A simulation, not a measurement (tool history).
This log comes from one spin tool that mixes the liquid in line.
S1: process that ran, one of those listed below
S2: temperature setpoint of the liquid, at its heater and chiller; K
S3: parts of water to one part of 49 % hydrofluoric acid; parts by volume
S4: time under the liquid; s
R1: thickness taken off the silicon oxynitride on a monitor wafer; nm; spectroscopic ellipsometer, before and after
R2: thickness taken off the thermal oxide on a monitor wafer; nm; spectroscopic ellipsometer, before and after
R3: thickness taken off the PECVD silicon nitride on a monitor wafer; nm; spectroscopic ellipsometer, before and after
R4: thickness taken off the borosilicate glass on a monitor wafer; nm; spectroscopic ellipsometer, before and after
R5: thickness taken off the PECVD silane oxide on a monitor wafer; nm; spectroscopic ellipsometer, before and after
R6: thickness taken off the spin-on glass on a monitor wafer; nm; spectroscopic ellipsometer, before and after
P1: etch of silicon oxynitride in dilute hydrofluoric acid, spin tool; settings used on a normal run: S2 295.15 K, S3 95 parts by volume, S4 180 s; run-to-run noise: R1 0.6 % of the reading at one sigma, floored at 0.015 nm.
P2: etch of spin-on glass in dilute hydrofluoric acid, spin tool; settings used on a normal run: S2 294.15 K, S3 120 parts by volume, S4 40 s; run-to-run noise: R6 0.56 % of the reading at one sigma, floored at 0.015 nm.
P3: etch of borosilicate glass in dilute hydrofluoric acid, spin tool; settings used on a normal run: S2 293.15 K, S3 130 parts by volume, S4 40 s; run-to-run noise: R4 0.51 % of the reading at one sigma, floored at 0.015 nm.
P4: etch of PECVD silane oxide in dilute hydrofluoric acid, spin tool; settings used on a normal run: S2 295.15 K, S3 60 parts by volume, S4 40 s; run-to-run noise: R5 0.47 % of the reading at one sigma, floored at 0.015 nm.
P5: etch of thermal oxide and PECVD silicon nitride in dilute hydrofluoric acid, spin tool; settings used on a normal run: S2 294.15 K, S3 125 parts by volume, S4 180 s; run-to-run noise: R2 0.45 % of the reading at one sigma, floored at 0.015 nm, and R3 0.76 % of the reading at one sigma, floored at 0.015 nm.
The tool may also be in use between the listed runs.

| run | hour | S1 | S2 | S3 | S4 | R1 | R2 | R3 | R4 | R5 | R6 |
|---|---|---|---|---|---|---|---|---|---|---|---|
| 1 | 8 | P1 | 295.15 | 95 | 180 | 4.3717 |  |  |  |  |  |
| 2 | 15.2 | P1 | 290.15 | 95 | 180 | 3.4435 |  |  |  |  |  |
| 3 | 27.5 | P5 | 290.15 | 125 | 180 |  | 5.0142 | 2.672 |  |  |  |
| 4 | 36.3 | P1 | 295.15 | 95 | 180 | 4.3474 |  |  |  |  |  |
| 5 | 44.3 | P1 | 295.15 | 95 | 310 | 7.5195 |  |  |  |  |  |
| 6 | 50.7 | P3 | 293.15 | 130 | 40 |  |  |  | 10.788 |  |  |
| 7 | 56.8 | P1 | 300.15 | 95 | 180 | 5.5055 |  |  |  |  |  |
| 8 | 67.9 | P3 | 290.15 | 130 | 40 |  |  |  | 9.4872 |  |  |
| 9 | 74.5 | P5 | 294.15 | 125 | 180 |  | 5.8737 | 3.4829 |  |  |  |
| 10 | 86.8 | P4 | 295.15 | 60 | 40 |  |  |  |  | 16.65 |  |
| 11 | 99.6 | P1 | 295.15 | 35 | 180 | 12.39 |  |  |  |  |  |
|  | 102 | thermometer replaced |
| 12 | 111.9 | P2 | 294.15 | 35 | 40 |  |  |  |  |  | 37.889 |
| 13 | 119.2 | P5 | 294.15 | 125 | 35 |  | 1.1589 | 0.66144 |  |  |  |
| 14 | 129 | P2 | 294.15 | 120 | 40 |  |  |  |  |  | 10.047 |
| 15 | 135.2 | P1 | 295.15 | 145 | 280 | 4.2804 |  |  |  |  |  |
| 16 | 143.1 | P4 | 295.15 | 60 | 15 |  |  |  |  | 6.2336 |  |
| 17 | 151.9 | P3 | 293.15 | 30 | 40 |  |  |  | 52.136 |  |  |
| 18 | 161.5 | P1 | 295.15 | 95 | 180 | 4.4048 |  |  |  |  |  |
| 19 | 172.2 | P1 | 295.15 | 95 | 15 | 0.3836 |  |  |  |  |  |
| 20 | 181.5 | P1 | 300.65 | 160 | 180 | 3.173 |  |  |  |  |  |
| 21 | 187.8 | P1 | 295.15 | 170 | 180 | 2.3103 |  |  |  |  |  |
| 22 | 193.7 | P3 | 293.15 | 130 | 15 |  |  |  | 4.0454 |  |  |
| 23 | 202.4 | P4 | 295.15 | 60 | 40 |  |  |  |  | 16.685 |  |
| 24 | 212.9 | P1 | 295.15 | 95 | 180 | 4.3782 |  |  |  |  |  |
| 25 | 225.4 | P5 | 294.15 | 125 | 180 |  | 5.8778 | 3.4953 |  |  |  |
| 26 | 236.8 | P2 | 290.15 | 120 | 40 |  |  |  |  |  | 8.669 |
| 27 | 249.7 | P2 | 294.15 | 120 | 15 |  |  |  |  |  | 3.8169 |
| 28 | 258.5 | P4 | 295.15 | 35 | 40 |  |  |  |  | 29.778 |  |
| 29 | 265.6 | P5 | 294.15 | 50 | 180 |  | 16.065 | 8.5897 |  |  |  |
| 30 | 278.5 | P1 | 295.15 | 95 | 180 | 4.3794 |  |  |  |  |  |
| 31 | 288.9 | P2 | 294.15 | 120 | 40 |  |  |  |  |  | 10.166 |
| 32 | 294.6 | P4 | 290.15 | 60 | 40 |  |  |  |  | 13.541 |  |
| 33 | 300.6 | P1 | 295.15 | 95 | 180 | 4.3849 |  |  |  |  |  |
| 34 | 310.9 | P1 | 295.15 | 95 | 180 | 4.5103 |  |  |  |  |  |
| 35 | 318 | P1 | 295.15 | 95 | 180 | 4.636 |  |  |  |  |  |
| 36 | 327.2 | P1 | 295.15 | 95 | 180 | 4.6774 |  |  |  |  |  |
| 37 | 333.1 | P1 | 295.15 | 95 | 180 | 4.7534 |  |  |  |  |  |
| 38 | 344 | P1 | 295.15 | 95 | 180 | 4.802 |  |  |  |  |  |
| 39 | 350.8 | P1 | 295.15 | 95 | 180 | 4.8068 |  |  |  |  |  |
| 40 | 362.4 | P1 | 295.15 | 95 | 180 | 4.8018 |  |  |  |  |  |
| 41 | 375.1 | P1 | 295.15 | 95 | 180 | 4.8052 |  |  |  |  |  |
| 42 | 387.4 | P1 | 295.15 | 95 | 180 | 4.8949 |  |  |  |  |  |
| 43 | 400.2 | P1 | 295.15 | 95 | 180 | 4.8712 |  |  |  |  |  |

P1 no longer gives what it gave before; its output has crept away from where it was. The following 2 causes, each at its listed size, fit the log equally well:
A: liquid hotter than its thermometer reads (K) = 2.15
B: hydrofluoric acid flow above the setpoint (%) = 10
At approximately hour 300.6, the process output began to creep.

The list below offers 4 check runs, each averaging the results of 2 wafers, and shows each result as a question mark. For which of them would the listed causes give clearly different results?
| check 1 | 413 | P5 | 294.15 | 55 | 105 |  | ? | ? |  |  |  |
| check 2 | 413 | P2 | 290.15 | 55 | 40 |  |  |  |  |  | ? |
| check 3 | 413 | P4 | 290.15 | 60 | 15 |  |  |  |  | ? |  |
| check 4 | 413 | P3 | 290.15 | 45 | 40 |  |  |  | ? |  |  |

Predicted outcomes, by check and by cause:
| check | result | if A | if B |
|---|---|---|---|
| check 1 | R2 | 9.2494 | 9.3606 |
| check 1 | R3 | 5.2736 | 4.9971 |
| check 2 | R6 | 21.945 | 22.132 |
| check 3 | R5 | 5.5464 | 5.5973 |
| check 4 | R4 | 32.821 | 33.046 |
Per check, the gap between the least separated pair of causes, taken in the result that splits them most: check 1 5.39 %; check 2 0.85 %; check 3 0.91 %; check 4 0.68 %
Check 1 is the one run that separates the causes; every other check would come out nearly the same whichever cause is at work.

Running check 1 produced the following: R2 9.2025 nm; R3 5.2604 nm. Which one of the listed causes fits?

It was cause A: liquid hotter than its thermometer reads (K).
